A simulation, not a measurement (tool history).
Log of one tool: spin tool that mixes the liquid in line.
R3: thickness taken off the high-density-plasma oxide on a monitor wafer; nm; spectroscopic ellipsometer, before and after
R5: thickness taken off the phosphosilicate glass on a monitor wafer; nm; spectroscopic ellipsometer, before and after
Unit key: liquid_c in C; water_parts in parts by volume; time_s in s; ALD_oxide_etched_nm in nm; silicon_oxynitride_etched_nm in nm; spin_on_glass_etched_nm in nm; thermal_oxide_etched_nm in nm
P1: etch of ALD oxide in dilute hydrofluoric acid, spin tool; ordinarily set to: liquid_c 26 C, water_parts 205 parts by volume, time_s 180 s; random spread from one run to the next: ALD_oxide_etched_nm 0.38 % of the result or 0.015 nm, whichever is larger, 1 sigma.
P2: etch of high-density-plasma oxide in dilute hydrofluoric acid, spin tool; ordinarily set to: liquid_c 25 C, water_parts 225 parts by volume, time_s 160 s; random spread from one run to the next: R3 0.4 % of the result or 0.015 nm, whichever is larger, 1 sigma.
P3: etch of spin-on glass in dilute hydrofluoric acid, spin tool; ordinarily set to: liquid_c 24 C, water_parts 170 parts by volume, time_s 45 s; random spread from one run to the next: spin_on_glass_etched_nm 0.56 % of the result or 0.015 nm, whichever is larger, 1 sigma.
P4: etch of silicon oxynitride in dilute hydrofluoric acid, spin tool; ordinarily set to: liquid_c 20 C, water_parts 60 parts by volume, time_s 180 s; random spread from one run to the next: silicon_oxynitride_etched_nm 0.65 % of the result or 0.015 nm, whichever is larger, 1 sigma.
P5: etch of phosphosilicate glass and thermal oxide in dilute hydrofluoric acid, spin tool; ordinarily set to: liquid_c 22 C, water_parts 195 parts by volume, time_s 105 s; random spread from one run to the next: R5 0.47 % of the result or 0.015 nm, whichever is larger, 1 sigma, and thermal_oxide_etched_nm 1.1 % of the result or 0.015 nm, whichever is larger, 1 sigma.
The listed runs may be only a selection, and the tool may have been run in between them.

Run 1, hour 12.5: process P1, liquid_c 26 C, water_parts 205 parts by volume, time_s 180 s. Result: ALD_oxide_etched_nm 8.1076 nm.
Run 2, hour 19.9: process P4, liquid_c 20 C, water_parts 60 parts by volume, time_s 355 s. Result: silicon_oxynitride_etched_nm 7.2129 nm.
Run 3, hour 35.1: process P2, liquid_c 25 C, water_parts 225 parts by volume, time_s 160 s. Result: R3 4.9893 nm.
Run 4, hour 45.1: process P3, liquid_c 24 C, water_parts 170 parts by volume, time_s 45 s. Result: spin_on_glass_etched_nm 5.1662 nm.
Run 5, hour 58.8: process P4, liquid_c 20 C, water_parts 20 parts by volume, time_s 180 s. Result: silicon_oxynitride_etched_nm 11.268 nm.
Run 6, hour 66.2: process P2, liquid_c 25 C, water_parts 345 parts by volume, time_s 160 s. Result: R3 2.9196 nm.
Run 7, hour 78.8: process P4, liquid_c 20 C, water_parts 60 parts by volume, time_s 180 s. Result: silicon_oxynitride_etched_nm 3.6262 nm.
Run 8, hour 91.5: process P3, liquid_c 28.5 C, water_parts 170 parts by volume, time_s 45 s. Result: spin_on_glass_etched_nm 6.05 nm.
Run 9, hour 102.9: process P1, liquid_c 26 C, water_parts 205 parts by volume, time_s 180 s. Result: ALD_oxide_etched_nm 8.0422 nm.
Run 10, hour 115.2: process P1, liquid_c 26 C, water_parts 360 parts by volume, time_s 15 s. Result: ALD_oxide_etched_nm 0.31623 nm.
Run 11, hour 130.1: process P1, liquid_c 26 C, water_parts 205 parts by volume, time_s 180 s. Result: ALD_oxide_etched_nm 8.0532 nm.
Run 12, hour 138.1: process P1, liquid_c 26 C, water_parts 95 parts by volume, time_s 20 s. Result: ALD_oxide_etched_nm 2.1605 nm.
Run 13, hour 145.6: process P1, liquid_c 29.5 C, water_parts 205 parts by volume, time_s 180 s. Result: ALD_oxide_etched_nm 9.1689 nm.
Run 14, hour 159.8: process P1, liquid_c 26 C, water_parts 205 parts by volume, time_s 320 s. Result: ALD_oxide_etched_nm 14.349 nm.
Run 15, hour 174.7: process P5, liquid_c 22 C, water_parts 195 parts by volume, time_s 35 s. Result: R5 9.0718 nm, thermal_oxide_etched_nm 0.72408 nm.
Run 16, hour 183.3: process P1, liquid_c 26 C, water_parts 205 parts by volume, time_s 15 s. Result: ALD_oxide_etched_nm 0.66825 nm.
Run 17, hour 192.9: process P2, liquid_c 25 C, water_parts 225 parts by volume, time_s 160 s. Result: R3 4.9708 nm.
Run 18, hour 203.1: process P3, liquid_c 24 C, water_parts 295 parts by volume, time_s 45 s. Result: spin_on_glass_etched_nm 2.605 nm.
Run 19, hour 211.2: process P5, liquid_c 28.5 C, water_parts 195 parts by volume, time_s 105 s. Result: R5 34.526 nm, thermal_oxide_etched_nm 2.8835 nm.
Run 20, hour 218.8: process P5, liquid_c 22 C, water_parts 350 parts by volume, time_s 105 s. Result: R5 13.038 nm, thermal_oxide_etched_nm 1.0974 nm.
Run 21, hour 229: process P5, liquid_c 22 C, water_parts 195 parts by volume, time_s 105 s. Result: R5 27.104 nm, thermal_oxide_etched_nm 2.2497 nm.
Run 22, hour 239.1: process P2, liquid_c 33.5 C, water_parts 225 parts by volume, time_s 160 s. Result: R3 6.6625 nm.
Run 23, hour 253.8: process P5, liquid_c 22 C, water_parts 195 parts by volume, time_s 105 s. Result: R5 26.96 nm, thermal_oxide_etched_nm 2.2619 nm.
Run 24, hour 267.3: process P1, liquid_c 26 C, water_parts 130 parts by volume, time_s 180 s. Result: ALD_oxide_etched_nm 13.881 nm.
Run 25, hour 277.1: process P1, liquid_c 26 C, water_parts 365 parts by volume, time_s 180 s. Result: ALD_oxide_etched_nm 3.8011 nm.
Run 26, hour 292: process P2, liquid_c 25 C, water_parts 225 parts by volume, time_s 85 s. Result: R3 2.6438 nm.
Run 27, hour 303.6: process P1, liquid_c 21.5 C, water_parts 205 parts by volume, time_s 180 s. Result: ALD_oxide_etched_nm 6.8584 nm.
Run 28, hour 318.9: process P4, liquid_c 20 C, water_parts 60 parts by volume, time_s 180 s. Result: silicon_oxynitride_etched_nm 3.6227 nm.
Run 29, hour 333.1: process P4, liquid_c 23.5 C, water_parts 60 parts by volume, time_s 180 s. Result: silicon_oxynitride_etched_nm 4.368 nm.
Run 30, hour 340.9: process P3, liquid_c 24 C, water_parts 170 parts by volume, time_s 15 s. Result: spin_on_glass_etched_nm 1.7161 nm.
Run 31, hour 356.6: process P1, liquid_c 26 C, water_parts 205 parts by volume, time_s 180 s. Result: ALD_oxide_etched_nm 8.0033 nm.
Run 32, hour 364.8: process P1, liquid_c 26 C, water_parts 205 parts by volume, time_s 180 s. Result: ALD_oxide_etched_nm 8.0537 nm.
Run 33, hour 376: process P1, liquid_c 26 C, water_parts 205 parts by volume, time_s 180 s. Result: ALD_oxide_etched_nm 8.2687 nm.
Run 34, hour 389.3: process P1, liquid_c 26 C, water_parts 205 parts by volume, time_s 180 s. Result: ALD_oxide_etched_nm 8.4083 nm.
Run 35, hour 402.3: process P1, liquid_c 26 C, water_parts 205 parts by volume, time_s 180 s. Result: ALD_oxide_etched_nm 8.5414 nm.
Run 36, hour 417.5: process P1, liquid_c 26 C, water_parts 205 parts by volume, time_s 180 s. Result: ALD_oxide_etched_nm 8.6108 nm.
Run 37, hour 426.4: process P1, liquid_c 26 C, water_parts 205 parts by volume, time_s 180 s. Result: ALD_oxide_etched_nm 8.6753 nm.
Run 38, hour 437.4: process P1, liquid_c 26 C, water_parts 205 parts by volume, time_s 180 s. Result: ALD_oxide_etched_nm 8.613 nm.
Run 39, hour 448.8: process P1, liquid_c 26 C, water_parts 205 parts by volume, time_s 180 s. Result: ALD_oxide_etched_nm 8.7114 nm.
Run 40, hour 463.6: process P1, liquid_c 26 C, water_parts 205 parts by volume, time_s 180 s. Result: ALD_oxide_etched_nm 8.6842 nm.
Run 41, hour 475.7: process P1, liquid_c 26 C, water_parts 205 parts by volume, time_s 180 s. Result: ALD_oxide_etched_nm 8.7891 nm.
Run 42, hour 488.3: process P1, liquid_c 26 C, water_parts 205 parts by volume, time_s 180 s. Result: ALD_oxide_etched_nm 8.7613 nm.
Run 43, hour 502.5: process P1, liquid_c 26 C, water_parts 205 parts by volume, time_s 180 s. Result: ALD_oxide_etched_nm 8.7683 nm.

Compared with where it was, what P1 gives has crept away. Each cause listed below fits the log as well as the rest, at the size given for it:
A: liquid hotter than its thermometer reads (K) = 2.28
B: hydrofluoric acid flow above the setpoint (%) = 6.84
Onset of the creep was near hour 364.8.

The check runs listed below each take one wafer, and their results are still question marks. Under which run would the listed causes lead to clearly different results?
Run check 1, hour 516.7: process P4, liquid_c 20 C, water_parts 40 parts by volume, time_s 350 s. Result: silicon_oxynitride_etched_nm ?.
Run check 2, hour 516.7: process P5, liquid_c 22 C, water_parts 320 parts by volume, time_s 55 s. Result: R5 ?, thermal_oxide_etched_nm ?.
Run check 3, hour 516.7: process P2, liquid_c 33 C, water_parts 225 parts by volume, time_s 160 s. Result: R3 ?.
Run check 4, hour 516.7: process P3, liquid_c 24 C, water_parts 170 parts by volume, time_s 25 s. Result: spin_on_glass_etched_nm ?.

What every check run would give for each of its results, assuming each possible cause in turn:
  check                        result     if A     if B
check 1  silicon_oxynitride_etched_nm   12.152   11.598
check 2                            R5   8.2923    8.342
check 2       thermal_oxide_etched_nm  0.68852  0.69265
check 3                            R3   7.0941   7.1717
check 4       spin_on_glass_etched_nm   3.1029   3.0825
Gap, in per cent, between the two causes that each check separates least, read from the result that separates them most: check 1 4.67 %; check 2 0.6 %; check 3 1.09 %; check 4 0.66 %
Check 1 distinguishes between the causes, while the remaining checks would return nearly the same result for all of them.

Here is what check 1 returned: silicon_oxynitride_etched_nm 11.486 nm. Which cause is it?

The cause is B: hydrofluoric acid flow above the setpoint (%).

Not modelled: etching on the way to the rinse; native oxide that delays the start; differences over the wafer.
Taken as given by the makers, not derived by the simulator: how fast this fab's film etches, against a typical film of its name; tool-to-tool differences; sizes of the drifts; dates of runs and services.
